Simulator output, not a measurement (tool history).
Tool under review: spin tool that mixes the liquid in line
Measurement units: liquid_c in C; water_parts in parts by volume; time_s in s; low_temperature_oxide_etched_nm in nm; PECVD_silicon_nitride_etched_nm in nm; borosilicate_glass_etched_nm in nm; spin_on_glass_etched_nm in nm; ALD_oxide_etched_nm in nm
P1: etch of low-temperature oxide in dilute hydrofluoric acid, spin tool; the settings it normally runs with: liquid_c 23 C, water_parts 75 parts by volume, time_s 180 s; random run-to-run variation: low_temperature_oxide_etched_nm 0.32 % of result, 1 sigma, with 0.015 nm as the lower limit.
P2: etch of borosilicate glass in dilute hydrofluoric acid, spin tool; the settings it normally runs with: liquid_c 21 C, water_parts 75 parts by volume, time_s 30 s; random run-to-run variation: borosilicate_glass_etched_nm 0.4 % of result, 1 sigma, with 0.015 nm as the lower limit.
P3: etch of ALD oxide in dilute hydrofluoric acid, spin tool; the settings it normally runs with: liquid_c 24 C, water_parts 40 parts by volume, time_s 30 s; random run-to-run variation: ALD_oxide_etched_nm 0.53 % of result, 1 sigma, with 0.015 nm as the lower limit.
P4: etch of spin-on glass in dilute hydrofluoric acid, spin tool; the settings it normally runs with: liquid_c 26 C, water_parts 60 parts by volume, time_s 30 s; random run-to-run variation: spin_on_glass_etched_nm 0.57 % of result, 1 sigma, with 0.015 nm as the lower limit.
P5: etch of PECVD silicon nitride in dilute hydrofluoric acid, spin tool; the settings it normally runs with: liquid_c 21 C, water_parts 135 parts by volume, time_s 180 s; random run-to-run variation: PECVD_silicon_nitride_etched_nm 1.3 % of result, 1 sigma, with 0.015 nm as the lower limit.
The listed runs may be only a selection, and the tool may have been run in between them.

| run | hour | process | liquid_c | water_parts | time_s | hours since the thermometer was replaced | hours since the hydrofluoric acid flow meter was replaced | low_temperature_oxide_etched_nm | PECVD_silicon_nitride_etched_nm | borosilicate_glass_etched_nm | spin_on_glass_etched_nm | ALD_oxide_etched_nm |
|---|---|---|---|---|---|---|---|---|---|---|---|---|
| 1 | 9.7 | P1 | 23 | 75 | 180 | 1095.2 | 408 | 35.202 |  |  |  |  |
| 2 | 15.4 | P1 | 23 | 75 | 180 | 1100.9 | 413.7 | 34.943 |  |  |  |  |
| 3 | 23.4 | P5 | 21 | 135 | 320 | 1108.9 | 421.7 |  | 3.3167 |  |  |  |
| 4 | 29.5 | P2 | 21 | 75 | 30 | 1115 | 427.8 |  |  | 8.7426 |  |  |
| 5 | 39.6 | P5 | 21 | 135 | 180 | 1125.1 | 437.9 |  | 1.8648 |  |  |  |
| 6 | 48.6 | P5 | 21 | 45 | 180 | 1134.1 | 446.9 |  | 5.4333 |  |  |  |
| 7 | 55.1 | P4 | 26 | 20 | 30 | 1140.6 | 453.4 |  |  |  | 86.834 |  |
| 8 | 64.8 | P3 | 24 | 40 | 50 | 1150.3 | 463.1 |  |  |  |  | 19.267 |
| 9 | 73.6 | P1 | 23 | 30 | 180 | 1159.1 | 471.9 | 93.74 |  |  |  |  |
| 10 | 82.6 | P1 | 23 | 75 | 310 | 1168.1 | 480.9 | 60.824 |  |  |  |  |
| 11 | 92.3 | P4 | 31.5 | 60 | 30 | 1177.8 | 490.6 |  |  |  | 34.173 |  |
| 12 | 103.1 | P5 | 29 | 135 | 180 | 1188.6 | 501.4 |  | 3.0871 |  |  |  |
| 13 | 109.4 | P3 | 17.5 | 40 | 30 | 1194.9 | 507.7 |  |  |  |  | 8.6824 |
| 14 | 116.7 | P1 | 30.5 | 75 | 180 | 1202.2 | 515 | 47.527 |  |  |  |  |
| 15 | 126.5 | P1 | 29 | 120 | 180 | 1212 | 524.8 | 26.242 |  |  |  |  |
| 16 | 131.7 | P4 | 26 | 60 | 55 | 1217.2 | 530 |  |  |  | 49.85 |  |
| 17 | 141 | P3 | 24 | 40 | 30 | 1226.5 | 539.3 |  |  |  |  | 11.482 |
| 18 | 149.4 | P2 | 21 | 75 | 65 | 1234.9 | 547.7 |  |  | 19.022 |  |  |
| 19 | 156.4 | P4 | 26 | 60 | 30 | 1241.9 | 554.7 |  |  |  | 27.489 |  |
| 20 | 161.1 | P1 | 23 | 115 | 180 | 1246.6 | 559.4 | 21.941 |  |  |  |  |
| 21 | 165.9 | P1 | 17 | 75 | 180 | 1251.4 | 564.2 | 27.301 |  |  |  |  |
| 22 | 174.5 | P1 | 23 | 75 | 180 | 1260 | 572.8 | 35.209 |  |  |  |  |
| 23 | 182.8 | P1 | 23 | 75 | 15 | 1268.3 | 581.1 | 2.9349 |  |  |  |  |
| 24 | 191.2 | P3 | 24 | 60 | 30 | 1276.7 | 589.5 |  |  |  |  | 7.4593 |
| 25 | 197.3 | P1 | 23 | 75 | 180 | 1282.8 | 595.6 | 35.065 |  |  |  |  |
| 26 | 206.9 | P1 | 18 | 110 | 180 | 1292.4 | 605.2 | 18.779 |  |  |  |  |
| 27 | 216.7 | P2 | 21 | 25 | 30 | 1302.2 | 615 |  |  | 28.135 |  |  |
| 28 | 223.7 | P4 | 26 | 60 | 30 | 1309.2 | 622 |  |  |  | 27.56 |  |
| 29 | 230.9 | P1 | 23 | 75 | 180 | 1316.4 | 629.2 | 35.165 |  |  |  |  |
| 30 | 238.2 | P1 | 23 | 75 | 180 | 1323.7 | 636.5 | 35.217 |  |  |  |  |
| 31 | 243.4 | P2 | 25.5 | 75 | 30 | 1328.9 | 641.7 |  |  | 10.488 |  |  |
| 32 | 251.7 | P1 | 23 | 75 | 180 | 1337.2 | 650 | 35.2 |  |  |  |  |
| 33 | 259.2 | P1 | 23 | 75 | 180 | 1344.7 | 657.5 | 34.349 |  |  |  |  |
| 34 | 267.9 | P1 | 23 | 75 | 180 | 1353.4 | 666.2 | 33.676 |  |  |  |  |
| 35 | 278.3 | P1 | 23 | 75 | 180 | 1363.8 | 676.6 | 32.964 |  |  |  |  |
| 36 | 286.4 | P1 | 23 | 75 | 180 | 1371.9 | 684.7 | 33.051 |  |  |  |  |
| 37 | 291.7 | P1 | 23 | 75 | 180 | 1377.2 | 690 | 33.044 |  |  |  |  |
| 38 | 301.6 | P1 | 23 | 75 | 180 | 1387.1 | 699.9 | 33.01 |  |  |  |  |
| 39 | 307.6 | P1 | 23 | 75 | 180 | 1393.1 | 705.9 | 32.714 |  |  |  |  |
| 40 | 314.8 | P1 | 23 | 75 | 180 | 1400.3 | 713.1 | 32.773 |  |  |  |  |
| 41 | 322.7 | P1 | 23 | 75 | 180 | 1408.2 | 721 | 32.669 |  |  |  |  |

The log shows P1 creeping away from where it was. Any of the 2 causes listed here, at the size stated for it, fits the log just as well as the others:
A: liquid colder than its thermometer reads (K) = 1.8
B: hydrofluoric acid flow below the setpoint (%) = 6.49
The process output started creeping at around hour 251.7.

Of the 4 check runs below, each run on 5 wafers with the results averaged and each result still a question mark, which one would tell the listed causes apart?
| check 1 | 330.6 | P2 | 21 | 75 | 30 |  |  |  |  | ? |  |  |
| check 2 | 330.6 | P5 | 21 | 135 | 180 |  |  |  | ? |  |  |  |
| check 3 | 330.6 | P4 | 26 | 60 | 30 |  |  |  |  |  | ? |  |
| check 4 | 330.6 | P3 | 24 | 40 | 30 |  |  |  |  |  |  | ? |

What each check would give under each cause:
| check | result | if A | if B |
|---|---|---|---|
| check 1 | borosilicate_glass_etched_nm | 8.1121 | 8.1264 |
| check 2 | PECVD_silicon_nitride_etched_nm | 1.66 | 1.7542 |
| check 3 | spin_on_glass_etched_nm | 25.386 | 25.389 |
| check 4 | ALD_oxide_etched_nm | 10.646 | 10.692 |
Per-check spread between the two closest causes, in the result where they differ most: check 1 0.18 %; check 2 5.52 %; check 3 0.01 %; check 4 0.43 %
The causes can be told apart only by check 2. The other checks would give nearly the same results under each of them.

After running check 2, the following was obtained: PECVD_silicon_nitride_etched_nm 1.6478 nm. Which cause does this point to?

The correct cause is A, namely: liquid colder than its thermometer reads (K).
